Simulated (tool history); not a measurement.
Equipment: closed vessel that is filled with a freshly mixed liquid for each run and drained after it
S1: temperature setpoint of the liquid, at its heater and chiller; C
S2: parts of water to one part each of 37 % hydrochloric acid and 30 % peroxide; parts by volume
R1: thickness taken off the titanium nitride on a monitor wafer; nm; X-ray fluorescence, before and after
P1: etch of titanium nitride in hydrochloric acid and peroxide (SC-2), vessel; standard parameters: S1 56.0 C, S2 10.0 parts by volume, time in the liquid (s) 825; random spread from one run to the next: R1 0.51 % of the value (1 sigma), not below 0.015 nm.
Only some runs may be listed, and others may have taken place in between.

Run 1, day 0.412: S1 56.0 C, S2 10.0 parts by volume, time in the liquid (s) 825. Result: R1 44.6300 nm.
Run 2, day 0.750: S1 56.0 C, S2 10.0 parts by volume, time in the liquid (s) 825. Result: R1 44.8020 nm.
Run 3, day 1.183: S1 56.0 C, S2 17.5 parts by volume, time in the liquid (s) 825. Result: R1 27.8170 nm.
Run 4, day 1.446: S1 47.5 C, S2 10.0 parts by volume, time in the liquid (s) 1485. Result: R1 45.9240 nm.
Run 5, day 1.875: S1 56.0 C, S2 4.0 parts by volume, time in the liquid (s) 825. Result: R1 90.2170 nm.
Run 6, day 2.267: S1 56.0 C, S2 10.0 parts by volume, time in the liquid (s) 825. Result: R1 44.8830 nm.
Run 7, day 2.662: S1 56.0 C, S2 10.0 parts by volume, time in the liquid (s) 825. Result: R1 44.6100 nm.
Run 8, day 3.129: S1 56.0 C, S2 10.0 parts by volume, time in the liquid (s) 50. Result: R1 2.7268 nm.
Run 9, day 3.554: S1 42.0 C, S2 10.0 parts by volume, time in the liquid (s) 825. Result: R1 17.6020 nm.
Run 10, day 3.950: S1 69.5 C, S2 10.0 parts by volume, time in the liquid (s) 825. Result: R1 103.6200 nm.
Run 11, day 4.179: S1 56.0 C, S2 10.0 parts by volume, time in the liquid (s) 1640. Result: R1 89.6610 nm.
Run 12, day 4.517: S1 65.0 C, S2 16.5 parts by volume, time in the liquid (s) 825. Result: R1 50.8050 nm.

For run 13, what comes out?
Run 13, day 4.933: S1 56.0 C, S2 10.0 parts by volume, time in the liquid (s) 825. Result: R1 ?.

{"run 13": {"R1": 44.839}}
